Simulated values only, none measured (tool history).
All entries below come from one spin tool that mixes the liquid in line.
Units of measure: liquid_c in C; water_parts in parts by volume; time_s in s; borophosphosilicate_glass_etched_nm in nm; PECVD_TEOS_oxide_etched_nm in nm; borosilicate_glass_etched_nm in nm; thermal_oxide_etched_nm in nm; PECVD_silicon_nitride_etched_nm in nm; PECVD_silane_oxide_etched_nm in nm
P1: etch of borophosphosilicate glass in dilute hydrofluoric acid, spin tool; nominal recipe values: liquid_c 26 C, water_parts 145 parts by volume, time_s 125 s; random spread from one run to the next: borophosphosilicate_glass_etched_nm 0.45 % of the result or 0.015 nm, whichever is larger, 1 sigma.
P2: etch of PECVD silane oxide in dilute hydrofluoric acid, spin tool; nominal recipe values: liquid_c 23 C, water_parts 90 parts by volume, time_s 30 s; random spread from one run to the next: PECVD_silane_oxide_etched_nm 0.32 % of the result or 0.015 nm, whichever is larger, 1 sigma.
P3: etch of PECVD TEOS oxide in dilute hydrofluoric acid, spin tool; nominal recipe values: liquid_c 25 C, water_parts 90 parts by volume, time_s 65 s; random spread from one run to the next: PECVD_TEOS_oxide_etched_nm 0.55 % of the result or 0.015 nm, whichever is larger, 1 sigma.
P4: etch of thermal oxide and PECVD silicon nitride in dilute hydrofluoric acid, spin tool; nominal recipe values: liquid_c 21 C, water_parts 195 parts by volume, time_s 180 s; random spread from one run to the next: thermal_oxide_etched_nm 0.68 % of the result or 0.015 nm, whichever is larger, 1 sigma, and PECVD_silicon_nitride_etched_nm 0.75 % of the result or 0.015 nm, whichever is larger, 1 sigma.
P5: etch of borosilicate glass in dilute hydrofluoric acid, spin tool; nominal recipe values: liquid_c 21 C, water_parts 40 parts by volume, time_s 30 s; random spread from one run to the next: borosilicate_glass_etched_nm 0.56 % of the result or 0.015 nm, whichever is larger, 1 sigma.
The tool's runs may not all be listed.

| run | hour | process | liquid_c | water_parts | time_s | hours since the thermometer was replaced | hours since the hydrofluoric acid flow meter was replaced | borophosphosilicate_glass_etched_nm | PECVD_TEOS_oxide_etched_nm | borosilicate_glass_etched_nm | thermal_oxide_etched_nm | PECVD_silicon_nitride_etched_nm | PECVD_silane_oxide_etched_nm |
|---|---|---|---|---|---|---|---|---|---|---|---|---|---|
| 1 | 9.3 | P1 | 26 | 145 | 125 | 240.7 | 585.2 | 41.392 |  |  |  |  |  |
| 2 | 16.7 | P3 | 17 | 90 | 65 | 248.1 | 592.6 |  | 6.6085 |  |  |  |  |
| 3 | 21.3 | P5 | 21 | 75 | 30 | 252.7 | 597.2 |  |  | 7.9337 |  |  |  |
| 4 | 27.5 | P5 | 17 | 40 | 30 | 258.9 | 603.4 |  |  | 13.046 |  |  |  |
|  | 27.8 | hydrofluoric acid flow meter replaced |
| 5 | 36.3 | P4 | 21 | 195 | 355 | 267.7 | 8.6 |  |  |  | 7.1511 | 7.0585 |  |
| 6 | 43.9 | P3 | 25 | 90 | 65 | 275.3 | 16.2 |  | 9.1094 |  |  |  |  |
| 7 | 49.6 | P5 | 21 | 40 | 30 | 281 | 21.9 |  |  | 15.587 |  |  |  |
| 8 | 58.3 | P5 | 21 | 40 | 15 | 289.7 | 30.6 |  |  | 7.8123 |  |  |  |
| 9 | 63.2 | P4 | 21 | 195 | 180 | 294.6 | 35.5 |  |  |  | 3.6499 | 3.6418 |  |
| 10 | 72.3 | P1 | 21.5 | 85 | 125 | 303.7 | 44.6 | 62.953 |  |  |  |  |  |
| 11 | 76.9 | P3 | 25 | 90 | 105 | 308.3 | 49.2 |  | 14.807 |  |  |  |  |
| 12 | 81.9 | P5 | 21 | 40 | 30 | 313.3 | 54.2 |  |  | 15.415 |  |  |  |
| 13 | 89.8 | P1 | 26 | 145 | 125 | 321.2 | 62.1 | 41.26 |  |  |  |  |  |
| 14 | 97.9 | P4 | 26.5 | 195 | 180 | 329.3 | 70.2 |  |  |  | 4.4561 | 5.1103 |  |
| 15 | 105.8 | P1 | 20.5 | 145 | 125 | 337.2 | 78.1 | 33.175 |  |  |  |  |  |
| 16 | 113.8 | P1 | 26 | 145 | 125 | 345.2 | 86.1 | 40.862 |  |  |  |  |  |
| 17 | 118.4 | P4 | 21 | 55 | 180 | 349.8 | 90.7 |  |  |  | 15.099 | 12.348 |  |
| 18 | 126.2 | P1 | 33 | 145 | 125 | 357.6 | 98.5 | 53.317 |  |  |  |  |  |
|  | 130.3 | thermometer replaced |
| 19 | 135.6 | P1 | 26 | 145 | 240 | 5.4 | 107.9 | 79.843 |  |  |  |  |  |
| 20 | 140.9 | P2 | 23 | 90 | 30 | 10.7 | 113.2 |  |  |  |  |  | 16.208 |
| 21 | 150.2 | P4 | 21 | 195 | 180 | 20 | 122.5 |  |  |  | 3.66 | 3.5954 |  |
| 22 | 157.3 | P1 | 26 | 35 | 125 | 27.1 | 129.6 | 197.57 |  |  |  |  |  |
| 23 | 165.3 | P1 | 18.5 | 145 | 240 | 35.1 | 137.6 | 58.882 |  |  |  |  |  |
| 24 | 173.9 | P1 | 26 | 145 | 125 | 43.7 | 146.2 | 40.822 |  |  |  |  |  |
| 25 | 181.6 | P1 | 26 | 235 | 125 | 51.4 | 153.9 | 23.02 |  |  |  |  |  |
| 26 | 191.4 | P3 | 25 | 150 | 65 | 61.2 | 163.7 |  | 5.1212 |  |  |  |  |
| 27 | 201.1 | P1 | 33 | 145 | 50 | 70.9 | 173.4 | 21.343 |  |  |  |  |  |
| 28 | 209.6 | P2 | 23 | 90 | 15 | 79.4 | 181.9 |  |  |  |  |  | 8.0808 |

What does the tool deliver on the next run?
| 29 | 217.1 | P2 | 23 | 45 | 30 | 86.9 | 189.4 |  |  |  |  |  | ? |

{"run 29": {"PECVD_silane_oxide_etched_nm": 34.206}}

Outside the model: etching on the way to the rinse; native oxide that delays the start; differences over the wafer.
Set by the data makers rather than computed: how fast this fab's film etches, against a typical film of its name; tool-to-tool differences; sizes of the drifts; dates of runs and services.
